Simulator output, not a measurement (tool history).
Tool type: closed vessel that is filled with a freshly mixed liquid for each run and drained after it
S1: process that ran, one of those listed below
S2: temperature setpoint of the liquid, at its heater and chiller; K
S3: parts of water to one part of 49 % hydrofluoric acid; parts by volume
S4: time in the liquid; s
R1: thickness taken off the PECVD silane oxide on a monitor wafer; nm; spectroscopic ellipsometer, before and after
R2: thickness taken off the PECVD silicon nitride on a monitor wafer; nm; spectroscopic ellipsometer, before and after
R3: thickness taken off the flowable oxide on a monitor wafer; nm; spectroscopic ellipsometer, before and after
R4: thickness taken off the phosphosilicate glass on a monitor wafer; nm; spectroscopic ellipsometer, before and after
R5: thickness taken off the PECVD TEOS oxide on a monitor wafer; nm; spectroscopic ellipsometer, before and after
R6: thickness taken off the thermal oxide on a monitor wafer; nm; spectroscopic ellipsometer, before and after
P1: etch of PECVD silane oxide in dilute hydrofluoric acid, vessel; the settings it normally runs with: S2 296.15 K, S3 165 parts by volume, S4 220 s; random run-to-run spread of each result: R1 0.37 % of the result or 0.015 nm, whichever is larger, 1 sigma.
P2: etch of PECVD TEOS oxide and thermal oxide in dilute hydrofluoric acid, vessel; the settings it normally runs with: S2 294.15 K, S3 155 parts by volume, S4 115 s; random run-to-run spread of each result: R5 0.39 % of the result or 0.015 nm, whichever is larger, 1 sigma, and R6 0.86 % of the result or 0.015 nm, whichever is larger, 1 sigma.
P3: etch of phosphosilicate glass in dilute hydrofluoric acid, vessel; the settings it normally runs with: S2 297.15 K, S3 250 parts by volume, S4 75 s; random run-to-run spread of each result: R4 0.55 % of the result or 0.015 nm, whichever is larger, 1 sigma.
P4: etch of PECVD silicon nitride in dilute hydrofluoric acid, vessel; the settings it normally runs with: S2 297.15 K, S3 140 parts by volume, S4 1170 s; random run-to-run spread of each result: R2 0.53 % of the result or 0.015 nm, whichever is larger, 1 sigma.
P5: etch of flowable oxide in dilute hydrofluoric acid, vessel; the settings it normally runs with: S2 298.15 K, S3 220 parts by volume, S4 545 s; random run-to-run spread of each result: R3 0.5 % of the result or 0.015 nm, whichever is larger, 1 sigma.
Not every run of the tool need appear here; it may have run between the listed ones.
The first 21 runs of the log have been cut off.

run,hour,S1,S2,S3,S4,R1,R2,R3,R4,R5,R6
22,262.9,P5,298.15,220,145,,,15.751,,,
23,272.2,P3,303.65,250,75,,,,31.988,,
24,288.5,P1,296.15,165,30,7.5066,,,,,
25,297,P1,296.15,165,220,54.639,,,,,
26,311.2,P3,297.15,250,30,,,,10.103,,
27,326,P4,297.15,240,1170,,27.193,,,,
28,340.3,P4,301.65,140,1170,,61.447,,,,
29,347.6,P2,294.15,95,115,,,,,9.4816,4.9647
30,362.3,P1,296.15,165,220,54.762,,,,,
31,373.8,P2,294.15,155,115,,,,,5.3634,2.8307
32,389.6,P1,296.15,165,220,54.867,,,,,
33,402.5,P3,297.15,250,75,,,,25.354,,
34,417.3,P1,296.15,165,220,54.611,,,,,
35,427.3,P1,296.15,165,220,55.969,,,,,
36,436.2,P1,296.15,165,220,56.419,,,,,
37,448.4,P1,296.15,165,220,56.481,,,,,

For run 38, what comes out?
38,455.6,P1,296.15,165,220,?,,,,,

R1: 57.247 nm

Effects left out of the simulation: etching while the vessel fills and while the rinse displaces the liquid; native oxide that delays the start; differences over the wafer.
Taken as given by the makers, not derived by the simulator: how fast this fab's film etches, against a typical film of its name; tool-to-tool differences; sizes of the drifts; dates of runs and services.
